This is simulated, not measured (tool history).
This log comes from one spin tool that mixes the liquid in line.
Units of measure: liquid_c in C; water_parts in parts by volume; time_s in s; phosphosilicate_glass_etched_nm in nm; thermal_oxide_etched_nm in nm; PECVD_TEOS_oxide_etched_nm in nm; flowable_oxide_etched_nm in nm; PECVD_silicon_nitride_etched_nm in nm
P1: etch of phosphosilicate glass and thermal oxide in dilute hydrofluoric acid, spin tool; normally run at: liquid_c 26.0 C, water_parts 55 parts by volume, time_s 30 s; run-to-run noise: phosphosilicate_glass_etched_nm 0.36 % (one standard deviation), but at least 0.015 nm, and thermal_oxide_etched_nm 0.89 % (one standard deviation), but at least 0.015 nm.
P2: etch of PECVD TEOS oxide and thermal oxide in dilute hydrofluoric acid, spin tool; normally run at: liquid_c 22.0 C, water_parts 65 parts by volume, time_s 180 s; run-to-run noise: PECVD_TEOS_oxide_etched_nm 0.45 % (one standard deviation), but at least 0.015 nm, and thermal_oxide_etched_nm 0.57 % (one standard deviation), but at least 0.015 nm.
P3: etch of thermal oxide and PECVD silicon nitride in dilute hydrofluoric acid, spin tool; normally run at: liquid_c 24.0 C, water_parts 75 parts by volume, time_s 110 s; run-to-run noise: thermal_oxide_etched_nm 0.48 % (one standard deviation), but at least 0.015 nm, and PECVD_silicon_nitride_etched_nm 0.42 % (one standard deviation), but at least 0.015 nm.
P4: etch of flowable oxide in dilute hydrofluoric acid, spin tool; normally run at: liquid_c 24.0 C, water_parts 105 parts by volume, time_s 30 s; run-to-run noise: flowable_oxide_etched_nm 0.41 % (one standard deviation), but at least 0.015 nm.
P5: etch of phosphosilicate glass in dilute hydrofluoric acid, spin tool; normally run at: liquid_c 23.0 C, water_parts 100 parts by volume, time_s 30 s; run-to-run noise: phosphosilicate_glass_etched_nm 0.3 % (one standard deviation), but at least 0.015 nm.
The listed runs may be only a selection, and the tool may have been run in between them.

| run | hour | process | liquid_c | water_parts | time_s | hours since the thermometer was replaced | hours since the hydrofluoric acid flow meter was replaced | phosphosilicate_glass_etched_nm | thermal_oxide_etched_nm | PECVD_TEOS_oxide_etched_nm | flowable_oxide_etched_nm | PECVD_silicon_nitride_etched_nm |
|---|---|---|---|---|---|---|---|---|---|---|---|---|
| 1 | 3.8 | P1 | 26.0 | 55 | 30 | 1357.9 | 409.9 | 124.790 | 3.0264 |  |  |  |
| 2 | 10.1 | P1 | 26.0 | 55 | 15 | 1364.2 | 416.2 | 62.300 | 1.4948 |  |  |  |
| 3 | 16.0 | P1 | 26.0 | 55 | 30 | 1370.1 | 422.1 | 124.690 | 3.0706 |  |  |  |
| 4 | 20.9 | P5 | 23.0 | 100 | 45 | 1375.0 | 427.0 | 44.218 |  |  |  |  |
| 5 | 26.5 | P2 | 22.0 | 65 | 180 | 1380.6 | 432.6 |  | 11.7440 | 41.868 |  |  |
| 6 | 30.9 | P1 | 26.0 | 20 | 30 | 1385.0 | 437.0 | 359.370 | 8.7206 |  |  |  |
| 7 | 35.5 | P5 | 23.0 | 100 | 30 | 1389.6 | 441.6 | 29.517 |  |  |  |  |
| 8 | 43.2 | P4 | 28.5 | 105 | 30 | 1397.3 | 449.3 |  |  |  | 19.4900 |  |
| 9 | 48.5 | P2 | 22.0 | 110 | 180 | 1402.6 | 454.6 |  | 6.6064 | 23.561 |  |  |
| 10 | 56.1 | P3 | 24.0 | 75 | 110 | 1410.2 | 462.2 |  | 7.2111 |  |  | 8.1199 |
| 11 | 61.6 | P4 | 24.0 | 50 | 30 | 1415.7 | 467.7 |  |  |  | 36.9140 |  |
| 12 | 66.3 | P1 | 26.0 | 55 | 30 | 1420.4 | 472.4 | 124.680 | 3.0075 |  |  |  |
| 13 | 74.4 | P3 | 24.0 | 75 | 110 | 1428.5 | 480.5 |  | 7.2124 |  |  | 8.0999 |
| 14 | 82.0 | P3 | 24.0 | 20 | 110 | 1436.1 | 488.1 |  | 28.9650 |  |  | 29.3990 |
| 15 | 89.0 | P1 | 26.0 | 55 | 30 | 1443.1 | 495.1 | 123.670 | 3.0469 |  |  |  |
| 16 | 96.1 | P4 | 24.0 | 105 | 15 | 1450.2 | 502.2 |  |  |  | 8.2609 |  |
| 17 | 103.6 | P2 | 17.0 | 65 | 180 | 1457.7 | 509.7 |  | 9.5504 | 34.217 |  |  |
| 18 | 109.7 | P3 | 18.5 | 75 | 110 | 1463.8 | 515.8 |  | 5.7162 |  |  | 5.6001 |
| 19 | 115.2 | P1 | 26.0 | 55 | 65 | 1469.3 | 521.3 | 268.590 | 6.5402 |  |  |  |
| 20 | 120.0 | P5 | 17.5 | 100 | 30 | 1474.1 | 526.1 | 23.669 |  |  |  |  |
| 21 | 124.6 | P1 | 26.0 | 55 | 30 | 1478.7 | 530.7 | 124.180 | 3.0785 |  |  |  |
| 22 | 129.9 | P2 | 22.0 | 65 | 65 | 1484.0 | 536.0 |  | 4.3195 | 15.217 |  |  |
| 23 | 135.1 | P1 | 26.0 | 25 | 15 | 1489.2 | 541.2 | 142.990 | 3.5572 |  |  |  |
| 24 | 141.7 | P1 | 34.0 | 55 | 30 | 1495.8 | 547.8 | 170.350 | 4.1006 |  |  |  |
| 25 | 146.5 | P1 | 19.5 | 55 | 30 | 1500.6 | 552.6 | 95.108 | 2.3370 |  |  |  |
| 26 | 153.3 | P4 | 24.0 | 105 | 30 | 1507.4 | 559.4 |  |  |  | 16.4720 |  |
| 27 | 157.0 | P1 | 26.0 | 90 | 30 | 1511.1 | 563.1 | 72.422 | 1.7773 |  |  |  |
| 28 | 163.4 | P2 | 22.0 | 65 | 180 | 1517.5 | 569.5 |  | 11.8690 | 41.852 |  |  |
| 29 | 171.4 | P5 | 23.0 | 135 | 30 | 1525.5 | 577.5 | 20.955 |  |  |  |  |
| 30 | 175.8 | P3 | 24.0 | 75 | 205 | 1529.9 | 581.9 |  | 13.3310 |  |  | 15.0820 |
| 31 | 182.8 | P1 | 26.0 | 55 | 30 | 1536.9 | 588.9 | 125.400 | 3.0666 |  |  |  |
| 32 | 189.1 | P1 | 26.0 | 55 | 30 | 1543.2 | 595.2 | 128.960 | 3.1869 |  |  |  |
| 33 | 193.4 | P1 | 26.0 | 55 | 30 | 1547.5 | 599.5 | 131.050 | 3.1916 |  |  |  |
| 34 | 197.6 | P1 | 26.0 | 55 | 30 | 1551.7 | 603.7 | 132.960 | 3.2242 |  |  |  |
| 35 | 202.3 | P1 | 26.0 | 55 | 30 | 1556.4 | 608.4 | 133.370 | 3.2639 |  |  |  |
| 36 | 207.5 | P1 | 26.0 | 55 | 30 | 1561.6 | 613.6 | 134.810 | 3.2727 |  |  |  |
| 37 | 215.8 | P1 | 26.0 | 55 | 30 | 1569.9 | 621.9 | 135.640 | 3.3143 |  |  |  |
| 38 | 222.9 | P1 | 26.0 | 55 | 30 | 1577.0 | 629.0 | 136.830 | 3.3730 |  |  |  |
| 39 | 229.8 | P1 | 26.0 | 55 | 30 | 1583.9 | 635.9 | 136.960 | 3.3379 |  |  |  |
| 40 | 234.4 | P1 | 26.0 | 55 | 30 | 1588.5 | 640.5 | 136.420 | 3.3338 |  |  |  |

What P1 gives has crept off from where it sat before. The 2 causes that follow fit the log equally well, each at the size noted:
A: liquid hotter than its thermometer reads (K) = 2.31
B: hydrofluoric acid flow above the setpoint (%) = 8.94
The creep began at about hour 182.8.

Of the 4 check runs listed below, each run on one wafer and each result written as a question mark, which would let you distinguish the listed causes because they would give clearly different results?
| check 1 | 239.0 | P3 | 24.0 | 30 | 195 |  |  |  | ? |  |  | ? |
| check 2 | 239.0 | P5 | 19.5 | 100 | 40 |  |  | ? |  |  |  |  |
| check 3 | 239.0 | P2 | 22.0 | 100 | 180 |  |  |  | ? | ? |  |  |
| check 4 | 239.0 | P4 | 24.0 | 75 | 15 |  |  |  |  |  | ? |  |

Outcome of each check run for each possible cause:
| check | result | if A | if B |
|---|---|---|---|
| check 1 | thermal_oxide_etched_nm | 37.2270 | 36.9690 |
| check 1 | PECVD_silicon_nitride_etched_nm | 41.1950 | 38.2760 |
| check 2 | phosphosilicate_glass_etched_nm | 37.640 | 37.657 |
| check 3 | thermal_oxide_etched_nm | 8.0824 | 8.1077 |
| check 3 | PECVD_TEOS_oxide_etched_nm | 28.717 | 28.807 |
| check 4 | flowable_oxide_etched_nm | 13.0720 | 13.0870 |
Per check, the gap between the least separated pair of causes, taken in the result that splits them most: check 1 7.35 %; check 2 0.05 %; check 3 0.31 %; check 4 0.11 %
Only check 1 tells the causes apart: in the others they would give nearly the same result.

The results of check 1 are: thermal_oxide_etched_nm 37.1430 nm; PECVD_silicon_nitride_etched_nm 41.0870 nm. Based on these, which of the listed causes is it?

It was cause A: liquid hotter than its thermometer reads (K).
